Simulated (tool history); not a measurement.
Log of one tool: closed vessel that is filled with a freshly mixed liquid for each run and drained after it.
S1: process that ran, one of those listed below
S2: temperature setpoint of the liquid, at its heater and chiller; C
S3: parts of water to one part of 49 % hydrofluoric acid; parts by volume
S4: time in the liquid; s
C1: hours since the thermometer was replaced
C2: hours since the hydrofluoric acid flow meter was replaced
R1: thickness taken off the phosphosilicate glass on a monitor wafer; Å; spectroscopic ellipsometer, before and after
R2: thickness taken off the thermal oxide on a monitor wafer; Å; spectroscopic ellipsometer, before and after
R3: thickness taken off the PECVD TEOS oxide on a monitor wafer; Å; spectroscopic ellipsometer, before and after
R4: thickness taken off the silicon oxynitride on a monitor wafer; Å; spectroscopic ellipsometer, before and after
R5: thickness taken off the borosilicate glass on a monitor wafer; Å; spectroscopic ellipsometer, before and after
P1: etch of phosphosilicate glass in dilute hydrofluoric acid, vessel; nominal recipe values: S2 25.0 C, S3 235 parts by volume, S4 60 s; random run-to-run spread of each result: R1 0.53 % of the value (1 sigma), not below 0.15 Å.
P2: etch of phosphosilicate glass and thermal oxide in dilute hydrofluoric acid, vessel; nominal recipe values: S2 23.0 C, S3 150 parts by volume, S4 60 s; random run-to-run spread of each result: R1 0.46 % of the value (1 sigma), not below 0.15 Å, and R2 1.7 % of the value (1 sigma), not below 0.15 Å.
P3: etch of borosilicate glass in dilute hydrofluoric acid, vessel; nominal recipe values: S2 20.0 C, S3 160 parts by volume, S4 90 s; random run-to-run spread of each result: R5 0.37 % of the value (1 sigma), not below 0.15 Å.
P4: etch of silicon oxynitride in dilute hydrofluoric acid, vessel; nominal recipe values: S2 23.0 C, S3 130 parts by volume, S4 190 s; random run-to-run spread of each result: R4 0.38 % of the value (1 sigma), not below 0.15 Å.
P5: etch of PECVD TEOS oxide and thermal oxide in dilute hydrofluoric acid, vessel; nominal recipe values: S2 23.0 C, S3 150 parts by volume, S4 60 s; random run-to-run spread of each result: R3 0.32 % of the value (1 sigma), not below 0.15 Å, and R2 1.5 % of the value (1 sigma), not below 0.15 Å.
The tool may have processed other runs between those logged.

Run 1, hour 4.8: S1 P1, S2 25.0 C, S3 235 parts by volume, S4 60 s; C1 784.6; C2 742.4. Result: R1 348.95 Å.
Run 2, hour 9.7: S1 P2, S2 23.0 C, S3 150 parts by volume, S4 95 s; C1 789.5; C2 747.3. Result: R1 687.86 Å, R2 24.904 Å.
Run 3, hour 14.9: S1 P5, S2 23.0 C, S3 150 parts by volume, S4 60 s; C1 794.7; C2 752.5. Result: R2 17.347 Å, R3 68.438 Å.
Run 4, hour 19.5: S1 P4, S2 23.0 C, S3 130 parts by volume, S4 30 s; C1 799.3; C2 757.1. Result: R4 10.384 Å.
Run 5, hour 23.5: S1 P3, S2 20.0 C, S3 265 parts by volume, S4 90 s; C1 803.3; C2 761.1. Result: R5 54.744 Å.
Run 6, hour 28.1: S1 P4, S2 23.0 C, S3 130 parts by volume, S4 190 s; C1 807.9; C2 765.7. Result: R4 65.766 Å.
Run 7, hour 30.8: S1 P1, S2 20.0 C, S3 100 parts by volume, S4 60 s; C1 810.6; C2 768.4. Result: R1 775.66 Å.
Run 8, hour 34.1: S1 P3, S2 20.0 C, S3 160 parts by volume, S4 90 s; C1 813.9; C2 771.7. Result: R5 100.310 Å.
Run 9, hour 38.1: S1 P5, S2 23.0 C, S3 150 parts by volume, S4 105 s; C1 817.9; C2 775.7. Result: R2 30.716 Å, R3 119.290 Å.
Run 10, hour 41.2: S1 P5, S2 23.0 C, S3 210 parts by volume, S4 60 s; C1 821.0; C2 778.8. Result: R2 11.643 Å, R3 46.078 Å.
Run 11, hour 44.3: S1 P1, S2 17.5 C, S3 235 parts by volume, S4 60 s; C1 824.1; C2 781.9. Result: R1 264.41 Å.
Run 12, hour 49.4: S1 P1, S2 29.0 C, S3 235 parts by volume, S4 60 s; C1 829.2; C2 787.0. Result: R1 400.33 Å.
At hour 50.8: hydrofluoric acid flow meter replaced.
Run 13, hour 52.9: S1 P5, S2 30.5 C, S3 150 parts by volume, S4 60 s; C1 832.7; C2 2.2. Result: R2 22.474 Å, R3 90.888 Å.
Run 14, hour 57.0: S1 P4, S2 17.0 C, S3 130 parts by volume, S4 190 s; C1 836.8; C2 6.3. Result: R4 49.393 Å.
Run 15, hour 60.5: S1 P1, S2 25.0 C, S3 235 parts by volume, S4 30 s; C1 840.3; C2 9.8. Result: R1 174.80 Å.
At hour 63.1: thermometer replaced.
Run 16, hour 63.4: S1 P5, S2 23.0 C, S3 150 parts by volume, S4 60 s; C1 0.4; C2 12.7. Result: R2 17.186 Å, R3 68.539 Å.
Run 17, hour 66.0: S1 P1, S2 25.0 C, S3 340 parts by volume, S4 60 s; C1 3.0; C2 15.3. Result: R1 217.70 Å.
Run 18, hour 68.8: S1 P2, S2 23.0 C, S3 150 parts by volume, S4 60 s; C1 5.8; C2 18.1. Result: R1 436.42 Å, R2 15.151 Å.
Run 19, hour 72.5: S1 P1, S2 25.0 C, S3 235 parts by volume, S4 60 s; C1 9.5; C2 21.8. Result: R1 347.95 Å.
Run 20, hour 75.0: S1 P3, S2 20.0 C, S3 160 parts by volume, S4 30 s; C1 12.0; C2 24.3. Result: R5 33.914 Å.
Run 21, hour 77.5: S1 P3, S2 28.0 C, S3 160 parts by volume, S4 90 s; C1 14.5; C2 26.8. Result: R5 136.040 Å.
Run 22, hour 81.5: S1 P1, S2 25.0 C, S3 235 parts by volume, S4 60 s; C1 18.5; C2 30.8. Result: R1 348.78 Å.
Run 23, hour 84.8: S1 P1, S2 25.0 C, S3 35 parts by volume, S4 60 s; C1 21.8; C2 34.1. Result: R1 2974.20 Å.
Run 24, hour 88.0: S1 P4, S2 23.0 C, S3 50 parts by volume, S4 190 s; C1 25.0; C2 37.3. Result: R4 183.480 Å.
Run 25, hour 92.1: S1 P2, S2 18.0 C, S3 150 parts by volume, S4 60 s; C1 29.1; C2 41.4. Result: R1 355.91 Å, R2 13.168 Å.
Run 26, hour 95.9: S1 P1, S2 25.0 C, S3 235 parts by volume, S4 85 s; C1 32.9; C2 45.2. Result: R1 491.18 Å.
Run 27, hour 100.1: S1 P1, S2 25.0 C, S3 235 parts by volume, S4 60 s; C1 37.1; C2 49.4. Result: R1 347.13 Å.
Run 28, hour 102.7: S1 P3, S2 20.0 C, S3 160 parts by volume, S4 90 s; C1 39.7; C2 52.0. Result: R5 100.000 Å.
Run 29, hour 106.8: S1 P1, S2 25.0 C, S3 235 parts by volume, S4 60 s; C1 43.8; C2 56.1. Result: R1 347.62 Å.
Run 30, hour 109.2: S1 P1, S2 21.5 C, S3 235 parts by volume, S4 115 s; C1 46.2; C2 58.5. Result: R1 588.48 Å.
Run 31, hour 112.6: S1 P1, S2 25.0 C, S3 235 parts by volume, S4 60 s; C1 49.6; C2 61.9. Result: R1 346.73 Å.
Run 32, hour 115.5: S1 P2, S2 23.0 C, S3 270 parts by volume, S4 60 s; C1 52.5; C2 64.8. Result: R1 212.78 Å, R2 8.181 Å.
Run 33, hour 119.8: S1 P1, S2 25.0 C, S3 235 parts by volume, S4 60 s; C1 56.8; C2 69.1. Result: R1 346.71 Å.
Run 34, hour 123.5: S1 P1, S2 25.0 C, S3 235 parts by volume, S4 60 s; C1 60.5; C2 72.8. Result: R1 354.84 Å.
Run 35, hour 126.2: S1 P1, S2 25.0 C, S3 235 parts by volume, S4 60 s; C1 63.2; C2 75.5. Result: R1 358.38 Å.
Run 36, hour 130.2: S1 P1, S2 25.0 C, S3 235 parts by volume, S4 60 s; C1 67.2; C2 79.5. Result: R1 367.51 Å.
Run 37, hour 133.5: S1 P1, S2 25.0 C, S3 235 parts by volume, S4 60 s; C1 70.5; C2 82.8. Result: R1 365.09 Å.
Run 38, hour 136.1: S1 P1, S2 25.0 C, S3 235 parts by volume, S4 60 s; C1 73.1; C2 85.4. Result: R1 368.44 Å.
Run 39, hour 138.8: S1 P1, S2 25.0 C, S3 235 parts by volume, S4 60 s; C1 75.8; C2 88.1. Result: R1 366.07 Å.
Run 40, hour 142.4: S1 P1, S2 25.0 C, S3 235 parts by volume, S4 60 s; C1 79.4; C2 91.7. Result: R1 370.14 Å.
Run 41, hour 145.4: S1 P1, S2 25.0 C, S3 235 parts by volume, S4 60 s; C1 82.4; C2 94.7. Result: R1 367.25 Å.
Run 42, hour 148.3: S1 P1, S2 25.0 C, S3 235 parts by volume, S4 60 s; C1 85.3; C2 97.6. Result: R1 368.72 Å.
Run 43, hour 152.7: S1 P1, S2 25.0 C, S3 235 parts by volume, S4 60 s; C1 89.7; C2 102.0. Result: R1 368.80 Å.
Run 44, hour 157.7: S1 P1, S2 25.0 C, S3 235 parts by volume, S4 60 s; C1 94.7; C2 107.0. Result: R1 373.45 Å.

Compared with where it was, what P1 gives has crept away. Each cause listed below fits the log as well as the rest, at the size given for it:
A: hydrofluoric acid flow above the setpoint (%) = 5.67
B: liquid hotter than its thermometer reads (K) = 1.95
The process output started creeping at around hour 119.8.

Below are 4 check runs, each averaged over 2 wafers, with their results shown as question marks. Which of them would give clearly different results depending on which cause is behind the drift?
Run check 1, hour 162.7: S1 P3, S2 24.5 C, S3 255 parts by volume, S4 90 s. Result: R5 ?.
Run check 2, hour 162.7: S1 P5, S2 23.0 C, S3 200 parts by volume, S4 85 s. Result: R2 ?, R3 ?.
Run check 3, hour 162.7: S1 P2, S2 23.0 C, S3 265 parts by volume, S4 60 s. Result: R1 ?, R2 ?.
Run check 4, hour 162.7: S1 P4, S2 23.0 C, S3 55 parts by volume, S4 30 s. Result: R4 ?.

Predicted outcomes, by check and by cause:
  check  result     if A     if B
check 1      R5   72.286   72.222
check 2      R2  18.5130  18.6170
check 2      R3   73.396   73.809
check 3      R1   233.80   233.79
check 3      R2   8.4397   8.4393
check 4      R4   27.644   28.697
Gap, in per cent, between the two causes that each check separates least, read from the result that separates them most: check 1 0.09 %; check 2 0.56 %; check 3 0 %; check 4 3.74 %
Check 4 is the one run that separates the causes; every other check would come out nearly the same whichever cause is at work.

Running check 4 produced the following: R4 28.633 Å. Which one of the listed causes fits?

B is the cause: liquid hotter than its thermometer reads (K).
